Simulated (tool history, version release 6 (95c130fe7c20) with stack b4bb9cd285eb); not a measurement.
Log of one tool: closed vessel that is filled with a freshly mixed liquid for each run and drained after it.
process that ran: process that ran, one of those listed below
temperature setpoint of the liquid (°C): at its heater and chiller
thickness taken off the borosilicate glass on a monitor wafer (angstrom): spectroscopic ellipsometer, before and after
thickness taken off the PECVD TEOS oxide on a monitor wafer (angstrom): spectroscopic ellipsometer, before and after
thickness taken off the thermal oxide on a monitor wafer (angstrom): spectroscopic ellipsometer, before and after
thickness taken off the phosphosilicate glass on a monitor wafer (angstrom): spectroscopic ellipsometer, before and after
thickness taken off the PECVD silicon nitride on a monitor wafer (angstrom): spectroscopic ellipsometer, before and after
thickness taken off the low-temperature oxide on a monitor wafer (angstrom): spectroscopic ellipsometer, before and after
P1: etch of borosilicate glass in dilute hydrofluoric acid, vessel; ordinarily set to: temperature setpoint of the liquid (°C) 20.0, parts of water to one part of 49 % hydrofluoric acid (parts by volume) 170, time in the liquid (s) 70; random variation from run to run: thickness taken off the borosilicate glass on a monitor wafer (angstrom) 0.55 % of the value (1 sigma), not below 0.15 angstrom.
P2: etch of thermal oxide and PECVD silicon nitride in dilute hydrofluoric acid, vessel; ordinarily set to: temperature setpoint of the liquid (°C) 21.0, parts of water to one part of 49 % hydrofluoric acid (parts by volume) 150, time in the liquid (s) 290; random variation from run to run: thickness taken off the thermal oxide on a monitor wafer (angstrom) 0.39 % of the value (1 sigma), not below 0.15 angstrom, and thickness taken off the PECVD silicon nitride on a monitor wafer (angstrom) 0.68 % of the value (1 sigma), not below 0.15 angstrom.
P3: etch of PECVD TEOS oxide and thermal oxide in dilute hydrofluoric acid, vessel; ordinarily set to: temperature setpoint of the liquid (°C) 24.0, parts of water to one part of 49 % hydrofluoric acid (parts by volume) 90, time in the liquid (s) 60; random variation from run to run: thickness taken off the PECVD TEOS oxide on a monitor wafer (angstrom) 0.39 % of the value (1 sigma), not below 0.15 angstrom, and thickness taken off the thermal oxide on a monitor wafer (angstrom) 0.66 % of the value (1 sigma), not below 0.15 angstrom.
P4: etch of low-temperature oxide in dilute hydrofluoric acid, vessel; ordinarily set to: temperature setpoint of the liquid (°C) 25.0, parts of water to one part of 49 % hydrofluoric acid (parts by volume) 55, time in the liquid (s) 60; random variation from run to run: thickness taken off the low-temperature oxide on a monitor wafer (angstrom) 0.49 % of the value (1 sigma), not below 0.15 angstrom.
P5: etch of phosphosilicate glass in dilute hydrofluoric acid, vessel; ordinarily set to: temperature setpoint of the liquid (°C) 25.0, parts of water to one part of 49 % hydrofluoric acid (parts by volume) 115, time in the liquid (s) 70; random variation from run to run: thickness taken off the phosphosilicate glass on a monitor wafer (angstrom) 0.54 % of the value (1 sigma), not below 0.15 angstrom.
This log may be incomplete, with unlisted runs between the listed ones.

| run | day | process that ran | temperature setpoint of the liquid (°C) | parts of water to one part of 49 % hydrofluoric acid (parts by volume) | time in the liquid (s) | hours since the thermometer was replaced | hours since the hydrofluoric acid flow meter was replaced | thickness taken off the borosilicate glass on a monitor wafer (angstrom) | thickness taken off the PECVD TEOS oxide on a monitor wafer (angstrom) | thickness taken off the thermal oxide on a monitor wafer (angstrom) | thickness taken off the phosphosilicate glass on a monitor wafer (angstrom) | thickness taken off the PECVD silicon nitride on a monitor wafer (angstrom) | thickness taken off the low-temperature oxide on a monitor wafer (angstrom) |
|---|---|---|---|---|---|---|---|---|---|---|---|---|---|
| 1 | 0.529 | P1 | 20.0 | 170 | 70 | 984.7 | 894.7 | 124.060 |  |  |  |  |  |
| 2 | 0.988 | P3 | 24.0 | 90 | 90 | 995.7 | 905.7 |  | 292.61 | 48.562 |  |  |  |
| 3 | 1.238 | P3 | 18.0 | 90 | 60 | 1001.7 | 911.7 |  | 153.00 | 25.533 |  |  |  |
| 4 | 1.600 | P5 | 25.0 | 115 | 70 | 1010.4 | 920.4 |  |  |  | 439.64 |  |  |
| 5 | 1.867 | P2 | 21.0 | 150 | 80 | 1016.8 | 926.8 |  |  | 20.946 |  | 10.590 |  |
| 6 | 2.362 | P1 | 20.0 | 170 | 70 | 1028.7 | 938.7 | 123.970 |  |  |  |  |  |
| 7 | 2.892 | P3 | 24.0 | 55 | 60 | 1041.4 | 951.4 |  | 333.29 | 54.908 |  |  |  |
| 8 | 3.196 | P5 | 25.0 | 210 | 70 | 1048.7 | 958.7 |  |  |  | 215.78 |  |  |
| 9 | 3.708 | P1 | 20.0 | 170 | 70 | 1061.0 | 971.0 | 124.410 |  |  |  |  |  |
| 10 | 4.192 | P4 | 25.0 | 55 | 30 | 1072.6 | 982.6 |  |  |  |  |  | 109.49 |
| 11 | 4.688 | P1 | 20.0 | 170 | 70 | 1084.5 | 994.5 | 123.380 |  |  |  |  |  |
| 12 | 4.983 | P1 | 20.0 | 290 | 70 | 1091.6 | 1001.6 | 64.882 |  |  |  |  |  |
| 13 | 5.312 | P4 | 25.0 | 100 | 60 | 1099.5 | 1009.5 |  |  |  |  |  | 115.10 |
| 14 | 5.579 | P1 | 20.0 | 170 | 70 | 1105.9 | 1015.9 | 123.710 |  |  |  |  |  |
| 15 | 6.050 | P1 | 20.0 | 170 | 70 | 1117.2 | 1027.2 | 125.400 |  |  |  |  |  |
| 16 | 6.442 | P1 | 20.0 | 170 | 30 | 1126.6 | 1036.6 | 53.793 |  |  |  |  |  |
| 17 | 6.942 | P1 | 20.0 | 170 | 130 | 1138.6 | 1048.6 | 231.190 |  |  |  |  |  |
| 18 | 7.342 | P2 | 26.0 | 150 | 290 | 1148.2 | 1058.2 |  |  | 91.442 |  | 52.609 |  |
| 19 | 7.621 | P3 | 24.0 | 90 | 60 | 1154.9 | 1064.9 |  | 196.10 | 31.889 |  |  |  |
| 20 | 8.062 | P1 | 20.0 | 305 | 35 | 1165.5 | 1075.5 | 30.523 |  |  |  |  |  |
| 21 | 8.354 | P1 | 25.5 | 170 | 70 | 1172.5 | 1082.5 | 153.170 |  |  |  |  |  |
| 22 | 8.833 | P2 | 21.0 | 60 | 290 | 1184.0 | 1094.0 |  |  | 210.000 |  | 91.560 |  |
| 23 | 9.362 | P4 | 17.0 | 55 | 60 | 1196.7 | 1106.7 |  |  |  |  |  | 158.33 |
| 24 | 9.896 | P2 | 21.0 | 150 | 290 | 1209.5 | 1119.5 |  |  | 75.937 |  | 38.109 |  |
| 25 | 10.325 | P1 | 20.0 | 55 | 70 | 1219.8 | 1129.8 | 436.160 |  |  |  |  |  |
| 26 | 10.658 | P5 | 32.5 | 115 | 70 | 1227.8 | 1137.8 |  |  |  | 582.44 |  |  |
| 27 | 11.150 | P5 | 25.0 | 115 | 70 | 1239.6 | 1149.6 |  |  |  | 440.93 |  |  |
| 28 | 11.542 | P4 | 25.0 | 55 | 60 | 1249.0 | 1159.0 |  |  |  |  |  | 220.13 |
| 29 | 11.929 | P1 | 17.0 | 170 | 70 | 1258.3 | 1168.3 | 110.470 |  |  |  |  |  |
| 30 | 12.271 | P2 | 21.0 | 150 | 290 | 1266.5 | 1176.5 |  |  | 75.422 |  | 37.532 |  |
| 31 | 12.642 | P5 | 25.0 | 115 | 30 | 1275.4 | 1185.4 |  |  |  | 188.91 |  |  |
| 32 | 12.996 | P1 | 20.0 | 170 | 70 | 1283.9 | 1193.9 | 124.590 |  |  |  |  |  |
| 33 | 13.538 | P1 | 20.0 | 170 | 70 | 1296.9 | 1206.9 | 129.910 |  |  |  |  |  |
| 34 | 13.983 | P1 | 20.0 | 170 | 70 | 1307.6 | 1217.6 | 133.760 |  |  |  |  |  |
| 35 | 14.275 | P1 | 20.0 | 170 | 70 | 1314.6 | 1224.6 | 133.720 |  |  |  |  |  |
| 36 | 14.733 | P1 | 20.0 | 170 | 70 | 1325.6 | 1235.6 | 133.770 |  |  |  |  |  |
| 37 | 15.121 | P1 | 20.0 | 170 | 70 | 1334.9 | 1244.9 | 133.610 |  |  |  |  |  |
| 38 | 15.508 | P1 | 20.0 | 170 | 70 | 1344.2 | 1254.2 | 134.920 |  |  |  |  |  |

The log shows P1 creeping away from where it was. Any of the 2 causes listed here, at the size stated for it, fits the log just as well as the others:
A: liquid hotter than its thermometer reads (K) = 1.89
B: hydrofluoric acid flow above the setpoint (%) = 6.47
The drift started at roughly day 12.996.

Listed below are the offered check runs, one wafer per run, with question marks in place of results. For which of them would the causes give clearly different outcomes?
| check 1 | 15.896 | P5 | 25.0 | 115 | 70 |  |  |  |  |  | ? |  |  |
| check 2 | 15.896 | P3 | 24.0 | 90 | 60 |  |  |  | ? | ? |  |  |  |
| check 3 | 15.896 | P4 | 25.0 | 55 | 60 |  |  |  |  |  |  |  | ? |
| check 4 | 15.896 | P2 | 21.0 | 150 | 290 |  |  |  |  | ? |  | ? |  |

Expected result of each check under each candidate cause:
| check | result | if A | if B |
|---|---|---|---|
| check 1 | thickness taken off the phosphosilicate glass on a monitor wafer (angstrom) | 474.40 | 473.75 |
| check 2 | thickness taken off the PECVD TEOS oxide on a monitor wafer (angstrom) | 210.38 | 209.28 |
| check 2 | thickness taken off the thermal oxide on a monitor wafer (angstrom) | 34.694 | 34.513 |
| check 3 | thickness taken off the low-temperature oxide on a monitor wafer (angstrom) | 237.29 | 235.14 |
| check 4 | thickness taken off the thermal oxide on a monitor wafer (angstrom) | 81.389 | 81.286 |
| check 4 | thickness taken off the PECVD silicon nitride on a monitor wafer (angstrom) | 42.800 | 40.195 |
Minimum pairwise separation of causes per check, each pair taken at its best-separating result: check 1 0.14 %; check 2 0.52 %; check 3 0.91 %; check 4 6.28 %
Check 4 tells the causes apart: in the others they would give nearly the same result.

Running check 4 produced the following: thickness taken off the thermal oxide on a monitor wafer (angstrom) 80.823; thickness taken off the PECVD silicon nitride on a monitor wafer (angstrom) 40.339. Which one of the listed causes fits?

B is the cause: hydrofluoric acid flow above the setpoint (%).
